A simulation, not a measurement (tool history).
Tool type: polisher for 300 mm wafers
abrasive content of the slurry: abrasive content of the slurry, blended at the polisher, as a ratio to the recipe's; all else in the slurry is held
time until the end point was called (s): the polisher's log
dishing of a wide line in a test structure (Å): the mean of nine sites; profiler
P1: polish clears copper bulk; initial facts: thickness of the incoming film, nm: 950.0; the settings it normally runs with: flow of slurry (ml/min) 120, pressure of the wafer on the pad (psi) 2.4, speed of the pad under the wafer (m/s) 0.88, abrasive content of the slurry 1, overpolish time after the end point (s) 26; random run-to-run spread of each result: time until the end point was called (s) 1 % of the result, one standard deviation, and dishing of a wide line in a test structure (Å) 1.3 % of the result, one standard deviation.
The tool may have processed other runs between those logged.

run	hour	flow of slurry (ml/min)	pressure of the wafer on the pad (psi)	speed of the pad under the wafer (m/s)	abrasive content of the slurry	overpolish time after the end point (s)	wafers polished on this pad	hours since the slurry nozzle was cleaned	hours since the head pressure was calibrated	hours since the slurry blender was calibrated	time until the end point was called (s)	dishing of a wide line in a test structure (Å)
1	8.3	120	2.4	0.88	1	26	754	167.3	262.4	33.5	128.28	637.07
2	17.3	120	2.4	0.88	1	26	820	176.3	271.4	42.5	129.94	638.58
3	23.3	120	2.4	0.88	0.55	26	864	182.3	277.4	48.5	147.6	606.84
4	31.6	120	2.4	0.88	1.45	26	925	190.6	285.7	56.8	119.26	658.1
# hour 32.1: slurry nozzle cleaned
5	42.8	120	1.6	0.88	1	26	1007	10.7	296.9	68	192.9	495.19
6	52.2	150	2.4	0.88	1	8	1076	20.1	306.3	77.4	126.16	349.06
# hour 60.3: head pressure recalibrated
7	61.6	120	2.4	0.88	1	53	1145	29.5	1.3	86.8	128.54	726.37
8	71.8	120	3.7	0.88	1	26	1220	39.7	11.5	97	83.622	800.98
9	78.5	120	2.4	0.88	1	8	1269	46.4	18.2	103.7	127.93	334.58
10	87.9	75	2.4	0.88	1	26	1338	55.8	27.6	113.1	147.68	602.06
11	97.4	120	2.4	1.24	1	26	1407	65.3	37.1	122.6	91.873	704.93
12	105.3	120	2.4	0.64	1	26	1465	73.2	45	130.5	177.53	556.39
13	114.9	120	2.4	0.88	1	26	1536	82.8	54.6	140.1	127.96	644.1

Estimate the outcome of run 14 from the log above:
14	124.2	170	2.4	0.88	1	26	1604	92.1	63.9	149.4	?	?

time until the end point was called (s): 119.63
dishing of a wide line in a test structure (Å): 665.22
